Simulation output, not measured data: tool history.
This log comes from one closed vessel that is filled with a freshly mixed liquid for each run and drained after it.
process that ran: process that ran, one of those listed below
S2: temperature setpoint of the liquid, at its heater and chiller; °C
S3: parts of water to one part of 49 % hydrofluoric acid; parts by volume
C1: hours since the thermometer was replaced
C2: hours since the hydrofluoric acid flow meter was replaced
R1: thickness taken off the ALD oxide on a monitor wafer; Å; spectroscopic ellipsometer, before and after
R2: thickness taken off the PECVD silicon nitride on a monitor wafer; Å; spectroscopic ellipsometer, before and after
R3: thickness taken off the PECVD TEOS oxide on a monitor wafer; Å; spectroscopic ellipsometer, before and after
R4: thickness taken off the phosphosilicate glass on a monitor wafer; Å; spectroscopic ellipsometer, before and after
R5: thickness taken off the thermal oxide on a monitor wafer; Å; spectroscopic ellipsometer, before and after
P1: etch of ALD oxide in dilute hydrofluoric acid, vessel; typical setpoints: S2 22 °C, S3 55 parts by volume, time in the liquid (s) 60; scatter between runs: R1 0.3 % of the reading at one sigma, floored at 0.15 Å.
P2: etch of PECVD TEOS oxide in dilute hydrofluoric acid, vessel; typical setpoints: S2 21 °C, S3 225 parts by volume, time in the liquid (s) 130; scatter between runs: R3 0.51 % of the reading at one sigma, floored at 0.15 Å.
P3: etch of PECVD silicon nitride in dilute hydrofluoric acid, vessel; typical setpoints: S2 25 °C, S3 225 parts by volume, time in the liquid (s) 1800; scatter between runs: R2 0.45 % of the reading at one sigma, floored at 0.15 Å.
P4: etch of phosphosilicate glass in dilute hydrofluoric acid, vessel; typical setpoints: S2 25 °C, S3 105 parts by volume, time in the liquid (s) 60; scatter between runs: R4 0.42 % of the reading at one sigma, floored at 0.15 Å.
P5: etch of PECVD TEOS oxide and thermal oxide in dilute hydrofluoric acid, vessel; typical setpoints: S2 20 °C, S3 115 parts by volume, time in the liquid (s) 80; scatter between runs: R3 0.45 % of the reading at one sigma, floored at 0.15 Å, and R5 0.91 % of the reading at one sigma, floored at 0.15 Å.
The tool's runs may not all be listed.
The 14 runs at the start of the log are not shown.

Run 15, hour 96.9: process that ran P1, S2 22 °C, S3 55 parts by volume, time in the liquid (s) 60; C1 474.2; C2 476.5. Result: R1 205.43 Å.
Run 16, hour 105.5: process that ran P4, S2 25 °C, S3 165 parts by volume, time in the liquid (s) 60; C1 482.8; C2 485.1. Result: R4 331.1 Å.
Run 17, hour 110.9: process that ran P1, S2 22 °C, S3 20 parts by volume, time in the liquid (s) 60; C1 488.2; C2 490.5. Result: R1 587.65 Å.
Run 18, hour 120.5: process that ran P1, S2 18.5 °C, S3 55 parts by volume, time in the liquid (s) 85; C1 497.8; C2 500.1. Result: R1 249.7 Å.
Run 19, hour 126.2: process that ran P1, S2 22 °C, S3 55 parts by volume, time in the liquid (s) 60; C1 503.5; C2 505.8. Result: R1 204.57 Å.
Run 20, hour 131.7: process that ran P1, S2 22 °C, S3 55 parts by volume, time in the liquid (s) 60; C1 509; C2 511.3. Result: R1 205.36 Å.
Run 21, hour 140.1: process that ran P1, S2 22 °C, S3 55 parts by volume, time in the liquid (s) 60; C1 517.4; C2 519.7. Result: R1 205.02 Å.
Run 22, hour 146.7: process that ran P5, S2 20 °C, S3 185 parts by volume, time in the liquid (s) 80; C1 524; C2 526.3. Result: R3 78.698 Å, R5 15.774 Å.
Run 23, hour 155.5: process that ran P4, S2 25 °C, S3 105 parts by volume, time in the liquid (s) 30; C1 532.8; C2 535.1. Result: R4 281.91 Å.
Run 24, hour 164.8: process that ran P5, S2 20 °C, S3 115 parts by volume, time in the liquid (s) 30; C1 542.1; C2 544.4. Result: R3 50.883 Å, R5 9.9068 Å.
Run 25, hour 173: process that ran P3, S2 25 °C, S3 45 parts by volume, time in the liquid (s) 1800; C1 550.3; C2 552.6. Result: R2 1241.7 Å.
Run 26, hour 181.7: process that ran P5, S2 17 °C, S3 115 parts by volume, time in the liquid (s) 80; C1 559; C2 561.3. Result: R3 118.76 Å, R5 24.052 Å.
Run 27, hour 187: process that ran P1, S2 18.5 °C, S3 20 parts by volume, time in the liquid (s) 60; C1 564.3; C2 566.6. Result: R1 504.75 Å.
Run 28, hour 191.6: process that ran P1, S2 22 °C, S3 55 parts by volume, time in the liquid (s) 60; C1 568.9; C2 571.2. Result: R1 204.98 Å.
Run 29, hour 200.3: process that ran P2, S2 17 °C, S3 225 parts by volume, time in the liquid (s) 130; C1 577.6; C2 579.9. Result: R3 91.22 Å.
Run 30, hour 205.1: process that ran P1, S2 22 °C, S3 55 parts by volume, time in the liquid (s) 60; C1 582.4; C2 584.7. Result: R1 204.5 Å.
Run 31, hour 210: process that ran P1, S2 26.5 °C, S3 55 parts by volume, time in the liquid (s) 60; C1 587.3; C2 589.6. Result: R1 246.42 Å.
Run 32, hour 216.1: process that ran P3, S2 25 °C, S3 225 parts by volume, time in the liquid (s) 1800; C1 593.4; C2 595.7. Result: R2 254.17 Å.
Run 33, hour 225.1: process that ran P2, S2 21 °C, S3 100 parts by volume, time in the liquid (s) 130; C1 602.4; C2 604.7. Result: R3 272.38 Å.

For run 34, what comes out?
Run 34, hour 235.1: process that ran P2, S2 21 °C, S3 225 parts by volume, time in the liquid (s) 130; C1 612.4; C2 614.7. Result: R3 ?.

Run 34 came out at R3 106.01 Å.

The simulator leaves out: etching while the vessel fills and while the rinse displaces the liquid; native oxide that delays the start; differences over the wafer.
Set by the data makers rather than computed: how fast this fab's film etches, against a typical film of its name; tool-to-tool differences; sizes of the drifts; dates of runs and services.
